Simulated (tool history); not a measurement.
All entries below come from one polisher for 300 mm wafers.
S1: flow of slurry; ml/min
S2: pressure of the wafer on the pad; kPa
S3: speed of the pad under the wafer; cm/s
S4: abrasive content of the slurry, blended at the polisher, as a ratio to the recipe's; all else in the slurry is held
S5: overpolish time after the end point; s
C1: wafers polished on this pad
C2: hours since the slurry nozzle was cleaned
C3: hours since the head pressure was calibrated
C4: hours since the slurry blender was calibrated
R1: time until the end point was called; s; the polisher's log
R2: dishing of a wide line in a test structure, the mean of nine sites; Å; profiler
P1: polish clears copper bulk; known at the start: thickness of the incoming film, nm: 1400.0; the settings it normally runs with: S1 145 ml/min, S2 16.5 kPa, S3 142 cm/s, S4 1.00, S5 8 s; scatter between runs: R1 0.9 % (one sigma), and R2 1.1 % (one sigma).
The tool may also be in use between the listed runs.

| run | hour | S1 | S2 | S3 | S4 | S5 | C1 | C2 | C3 | C4 | R1 | R2 |
|---|---|---|---|---|---|---|---|---|---|---|---|---|
| 1 | 4.1 | 145 | 16.5 | 142 | 1.00 | 8 | 312 | 307.1 | 512.5 | 301.0 | 104.480 | 639.19 |
| 2 | 8.8 | 145 | 16.5 | 142 | 1.00 | 8 | 338 | 311.8 | 517.2 | 305.7 | 104.150 | 638.23 |
| 3 | 12.8 | 145 | 16.5 | 142 | 0.65 | 8 | 361 | 315.8 | 521.2 | 309.7 | 112.860 | 588.63 |
| 4 | 16.6 | 145 | 11.7 | 142 | 1.00 | 8 | 382 | 319.6 | 525.0 | 313.5 | 149.260 | 463.75 |
| 5 | 21.1 | 145 | 16.5 | 204 | 1.00 | 8 | 408 | 324.1 | 529.5 | 318.0 | 72.280 | 808.28 |
| 6 | 24.2 | 145 | 16.5 | 64 | 1.00 | 8 | 425 | 327.2 | 532.6 | 321.1 | 234.960 | 339.88 |
| 7 | 28.7 | 145 | 16.5 | 142 | 1.00 | 2 | 451 | 331.7 | 537.1 | 325.6 | 105.810 | 202.27 |
| 8 | 33.1 | 85 | 16.5 | 142 | 1.00 | 8 | 475 | 336.1 | 541.5 | 330.0 | 119.400 | 583.74 |
| 9 | 37.3 | 145 | 16.5 | 142 | 1.00 | 8 | 499 | 340.3 | 545.7 | 334.2 | 104.380 | 638.53 |
| 10 | 40.9 | 145 | 25.5 | 142 | 1.00 | 8 | 519 | 343.9 | 549.3 | 337.8 | 69.157 | 872.35 |
| 11 | 45.8 | 145 | 16.5 | 142 | 1.00 | 8 | 547 | 348.8 | 554.2 | 342.7 | 106.770 | 643.26 |
| 12 | 48.8 | 220 | 16.5 | 142 | 1.00 | 8 | 564 | 351.8 | 557.2 | 345.7 | 98.555 | 657.18 |
| 13 | 53.9 | 145 | 16.5 | 142 | 1.00 | 14 | 593 | 356.9 | 562.3 | 350.8 | 105.950 | 919.13 |
| 14 | 58.9 | 145 | 16.5 | 142 | 1.00 | 8 | 621 | 361.9 | 567.3 | 355.8 | 104.010 | 641.10 |
| 15 | 63.9 | 145 | 16.5 | 142 | 0.55 | 15 | 649 | 366.9 | 572.3 | 360.8 | 117.210 | 885.75 |
| 16 | 68.1 | 145 | 16.5 | 142 | 1.00 | 8 | 673 | 371.1 | 576.5 | 365.0 | 103.990 | 637.64 |
| 17 | 73.3 | 145 | 16.5 | 142 | 1.50 | 8 | 702 | 376.3 | 581.7 | 370.2 | 95.875 | 680.58 |
| 18 | 77.4 | 185 | 16.5 | 142 | 0.75 | 8 | 725 | 380.4 | 585.8 | 374.3 | 105.570 | 622.79 |
| 19 | 80.3 | 145 | 16.5 | 142 | 1.00 | 8 | 741 | 383.3 | 588.7 | 377.2 | 103.150 | 630.41 |
| 20 | 84.2 | 145 | 16.5 | 142 | 1.00 | 8 | 763 | 387.2 | 592.6 | 381.1 | 102.530 | 632.30 |
| 21 | 88.3 | 145 | 16.5 | 142 | 1.00 | 8 | 786 | 391.3 | 596.7 | 385.2 | 106.240 | 626.95 |
| 22 | 91.1 | 145 | 16.5 | 142 | 1.00 | 8 | 802 | 394.1 | 599.5 | 388.0 | 110.380 | 618.97 |
| 23 | 94.8 | 145 | 16.5 | 142 | 1.00 | 8 | 823 | 397.8 | 603.2 | 391.7 | 114.340 | 602.94 |
|  | 96.6 | head pressure recalibrated |
| 24 | 98.3 | 145 | 16.5 | 142 | 1.00 | 8 | 843 | 401.3 | 1.7 | 395.2 | 113.550 | 600.51 |
| 25 | 103.4 | 145 | 16.5 | 142 | 1.00 | 8 | 872 | 406.4 | 6.8 | 400.3 | 116.180 | 592.36 |
|  | 107.2 | slurry blender recalibrated |
| 26 | 107.3 | 145 | 16.5 | 142 | 1.00 | 8 | 894 | 410.3 | 10.7 | 0.2 | 115.690 | 583.14 |
| 27 | 112.0 | 145 | 16.5 | 142 | 1.00 | 8 | 920 | 415.0 | 15.4 | 4.9 | 116.980 | 590.85 |
| 28 | 117.1 | 145 | 16.5 | 142 | 1.00 | 8 | 949 | 420.1 | 20.5 | 10.0 | 116.620 | 601.05 |

The output of P1 has drifted from where it used to be. Each of the 2 causes below, taken at the size shown beside it, accounts for the log equally well:
A: removal rate lost through wear of the pad, % = 10.4
B: slurry flow missing at the pad, % = 38.9
Creep in the process output first set in at about hour 84.2.
Other possible causes, and why each is ruled out:
head's pressure below its setpoint, %: work on it at hour 96.6, done after the drift set in, did not restore what the process gave before
abrasive missing from the slurry, %: work on it at hour 107.2, done after the drift set in, did not restore what the process gave before

Listed below are the offered check runs, one wafer per run, with question marks in place of results. For which of them would the causes give clearly different outcomes?
| check 1 | 122.2 | 145 | 16.5 | 142 | 1.45 | 3 |  |  |  |  | ? | ? |
| check 2 | 122.2 | 145 | 22.1 | 142 | 1.35 | 8 |  |  |  |  | ? | ? |
| check 3 | 122.2 | 145 | 20.0 | 142 | 1.00 | 8 |  |  |  |  | ? | ? |
| check 4 | 122.2 | 85 | 20.0 | 142 | 1.00 | 8 |  |  |  |  | ? | ? |

Predicted outcomes, by check and by cause:
| check | result | if A | if B |
|---|---|---|---|
| check 1 | R1 | 107.740 | 107.780 |
| check 1 | R2 | 281.57 | 281.50 |
| check 2 | R1 | 82.104 | 82.129 |
| check 2 | R2 | 774.59 | 774.43 |
| check 3 | R1 | 96.724 | 96.755 |
| check 3 | R2 | 685.43 | 685.28 |
| check 4 | R1 | 109.250 | 116.510 |
| check 4 | R2 | 628.18 | 599.01 |
Per-check spread between the two closest causes, in the result where they differ most: check 1 0.03 %; check 2 0.03 %; check 3 0.03 %; check 4 6.43 %
Check 4 tells the causes apart: in the others they would give nearly the same result.

With check 4 done, the readings were: R1 114.730 s; R2 599.32 Å. Identify which of the listed causes applies.

It is B: slurry flow missing at the pad, %.

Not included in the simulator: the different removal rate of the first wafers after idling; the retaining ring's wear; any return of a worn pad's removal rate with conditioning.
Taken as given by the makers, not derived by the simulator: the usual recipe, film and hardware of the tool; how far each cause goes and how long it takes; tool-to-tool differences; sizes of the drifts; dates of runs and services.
